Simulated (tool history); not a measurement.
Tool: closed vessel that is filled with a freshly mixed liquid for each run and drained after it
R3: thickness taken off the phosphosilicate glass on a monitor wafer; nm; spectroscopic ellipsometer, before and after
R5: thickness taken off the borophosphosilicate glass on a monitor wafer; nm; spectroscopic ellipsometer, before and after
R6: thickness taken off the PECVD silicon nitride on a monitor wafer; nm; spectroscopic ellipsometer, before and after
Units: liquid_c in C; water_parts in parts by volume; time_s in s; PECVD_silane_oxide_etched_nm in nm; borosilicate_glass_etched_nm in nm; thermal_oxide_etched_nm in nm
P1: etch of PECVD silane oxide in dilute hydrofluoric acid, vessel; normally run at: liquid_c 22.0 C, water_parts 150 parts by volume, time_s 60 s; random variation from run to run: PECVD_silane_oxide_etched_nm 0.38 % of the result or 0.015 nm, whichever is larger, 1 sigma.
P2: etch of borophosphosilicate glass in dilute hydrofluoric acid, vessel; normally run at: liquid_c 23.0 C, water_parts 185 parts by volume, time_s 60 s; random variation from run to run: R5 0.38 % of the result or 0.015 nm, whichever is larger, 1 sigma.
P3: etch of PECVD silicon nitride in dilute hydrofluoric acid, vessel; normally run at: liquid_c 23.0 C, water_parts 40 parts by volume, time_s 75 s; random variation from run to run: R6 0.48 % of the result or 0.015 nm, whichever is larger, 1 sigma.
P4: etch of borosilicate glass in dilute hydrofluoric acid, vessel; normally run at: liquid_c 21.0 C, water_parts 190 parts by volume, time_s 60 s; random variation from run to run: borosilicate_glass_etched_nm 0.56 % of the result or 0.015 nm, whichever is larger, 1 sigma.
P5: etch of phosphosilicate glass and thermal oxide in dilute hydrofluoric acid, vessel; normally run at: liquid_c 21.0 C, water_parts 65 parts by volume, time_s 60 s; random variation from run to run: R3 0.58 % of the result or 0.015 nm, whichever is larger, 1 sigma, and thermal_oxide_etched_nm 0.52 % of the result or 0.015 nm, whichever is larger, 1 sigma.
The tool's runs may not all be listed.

run 1 hour=3.0 | process=P1 liquid_c=22.0 water_parts=150 time_s=60 | PECVD_silane_oxide_etched_nm=8.2610
run 2 hour=7.2 | process=P4 liquid_c=21.0 water_parts=190 time_s=60 | borosilicate_glass_etched_nm=9.9552
run 3 hour=11.7 | process=P1 liquid_c=22.0 water_parts=40 time_s=60 | PECVD_silane_oxide_etched_nm=35.5510
run 4 hour=14.6 | process=P5 liquid_c=21.0 water_parts=65 time_s=30 | R3=34.691 thermal_oxide_etched_nm=2.0001
run 5 hour=19.1 | process=P2 liquid_c=23.0 water_parts=105 time_s=60 | R5=16.247
run 6 hour=24.6 | process=P5 liquid_c=21.0 water_parts=30 time_s=60 | R3=156.160 thermal_oxide_etched_nm=8.9163
run 7 hour=29.3 | process=P4 liquid_c=17.0 water_parts=190 time_s=60 | borosilicate_glass_etched_nm=8.5160
run 8 hour=32.6 | process=P3 liquid_c=23.0 water_parts=40 time_s=30 | R6=1.7797
run 9 hour=37.2 | process=P1 liquid_c=22.0 water_parts=150 time_s=30 | PECVD_silane_oxide_etched_nm=4.1193
run 10 hour=42.5 | process=P1 liquid_c=17.5 water_parts=150 time_s=60 | PECVD_silane_oxide_etched_nm=6.9228
run 11 hour=46.6 | process=P1 liquid_c=17.0 water_parts=150 time_s=30 | PECVD_silane_oxide_etched_nm=3.3906
run 12 hour=52.4 | process=P3 liquid_c=23.0 water_parts=25 time_s=75 | R6=7.0272
run 13 hour=55.6 | process=P3 liquid_c=23.0 water_parts=40 time_s=75 | R6=4.4575
run 14 hour=61.5 | process=P4 liquid_c=21.0 water_parts=190 time_s=60 | borosilicate_glass_etched_nm=9.9037
run 15 hour=66.1 | process=P3 liquid_c=23.0 water_parts=40 time_s=75 | R6=4.4765
run 16 hour=70.7 | process=P2 liquid_c=28.5 water_parts=185 time_s=60 | R5=10.172
run 17 hour=75.1 | process=P1 liquid_c=29.0 water_parts=150 time_s=30 | PECVD_silane_oxide_etched_nm=5.3698
run 18 hour=79.8 | process=P1 liquid_c=22.0 water_parts=150 time_s=60 | PECVD_silane_oxide_etched_nm=8.3007
run 19 hour=83.5 | process=P1 liquid_c=22.0 water_parts=150 time_s=60 | PECVD_silane_oxide_etched_nm=8.2607
run 20 hour=87.3 | process=P2 liquid_c=23.0 water_parts=185 time_s=120 | R5=16.728
run 21 hour=90.9 | process=P5 liquid_c=21.0 water_parts=65 time_s=60 | R3=68.862 thermal_oxide_etched_nm=3.9794
run 22 hour=94.2 | process=P1 liquid_c=17.0 water_parts=150 time_s=30 | PECVD_silane_oxide_etched_nm=3.3980
run 23 hour=99.2 | process=P1 liquid_c=28.5 water_parts=150 time_s=60 | PECVD_silane_oxide_etched_nm=10.5660
run 24 hour=101.7 | process=P3 liquid_c=18.0 water_parts=40 time_s=75 | R6=3.1032
run 25 hour=104.3 | process=P2 liquid_c=23.0 water_parts=185 time_s=60 | R5=8.331
run 26 hour=108.3 | process=P4 liquid_c=21.0 water_parts=190 time_s=30 | borosilicate_glass_etched_nm=4.9594
run 27 hour=113.7 | process=P4 liquid_c=21.0 water_parts=40 time_s=60 | borosilicate_glass_etched_nm=56.3910
run 28 hour=116.3 | process=P1 liquid_c=22.0 water_parts=150 time_s=60 | PECVD_silane_oxide_etched_nm=8.3349
run 29 hour=120.2 | process=P5 liquid_c=25.0 water_parts=65 time_s=60 | R3=80.960 thermal_oxide_etched_nm=4.6480
run 30 hour=125.8 | process=P5 liquid_c=21.0 water_parts=65 time_s=60 | R3=69.652 thermal_oxide_etched_nm=3.9875
run 31 hour=128.5 | process=P1 liquid_c=22.0 water_parts=150 time_s=60 | PECVD_silane_oxide_etched_nm=8.3025
run 32 hour=131.6 | process=P1 liquid_c=22.0 water_parts=150 time_s=120 | PECVD_silane_oxide_etched_nm=16.5610
run 33 hour=135.7 | process=P1 liquid_c=22.0 water_parts=220 time_s=60 | PECVD_silane_oxide_etched_nm=5.2380
run 34 hour=138.7 | process=P1 liquid_c=22.0 water_parts=150 time_s=60 | PECVD_silane_oxide_etched_nm=8.2168
run 35 hour=143.1 | process=P1 liquid_c=22.0 water_parts=150 time_s=60 | PECVD_silane_oxide_etched_nm=7.9017
run 36 hour=146.9 | process=P1 liquid_c=22.0 water_parts=150 time_s=60 | PECVD_silane_oxide_etched_nm=7.7291
run 37 hour=149.9 | process=P1 liquid_c=22.0 water_parts=150 time_s=60 | PECVD_silane_oxide_etched_nm=7.6772
run 38 hour=155.4 | process=P1 liquid_c=22.0 water_parts=150 time_s=60 | PECVD_silane_oxide_etched_nm=7.6078
run 39 hour=159.0 | process=P1 liquid_c=22.0 water_parts=150 time_s=60 | PECVD_silane_oxide_etched_nm=7.6412
run 40 hour=162.3 | process=P1 liquid_c=22.0 water_parts=150 time_s=60 | PECVD_silane_oxide_etched_nm=7.6283

What P1 gives has crept away from where it was. These 2 causes fit the log equally well, each at the size given:
A: liquid colder than its thermometer reads (K) = 2.29
B: hydrofluoric acid flow below the setpoint (%) = 7.41
The creep began at about hour 138.7.

4 check runs are offered, one wafer each, their results left as question marks. Which one tells the causes apart?
run check 1 hour=165.6 | process=P3 liquid_c=23.0 water_parts=40 time_s=75 | R6=?
run check 2 hour=165.6 | process=P4 liquid_c=21.0 water_parts=190 time_s=60 | borosilicate_glass_etched_nm=?
run check 3 hour=165.6 | process=P2 liquid_c=23.0 water_parts=185 time_s=60 | R5=?
run check 4 hour=165.6 | process=P5 liquid_c=21.0 water_parts=65 time_s=60 | R3=? thermal_oxide_etched_nm=?

What each check would give under each cause:
check=check_1 result=R6 if_A=3.8111 if_B=4.1398
check=check_2 result=borosilicate_glass_etched_nm if_A=9.1681 if_B=9.1385
check=check_3 result=R5 if_A=7.6710 if_B=7.6309
check=check_4 result=R3 if_A=62.861 if_B=63.694
check=check_4 result=thermal_oxide_etched_nm if_A=3.5894 if_B=3.6369
How far apart the two closest causes lie, in the result that separates them most: check 1 8.27 %; check 2 0.32 %; check 3 0.52 %; check 4 1.32 %
Check 1 tells the causes apart: in the others they would give nearly the same result.

Check 1 was then run and gave: R6 3.8051 nm. Which cause is it?

It is A: liquid colder than its thermometer reads (K).
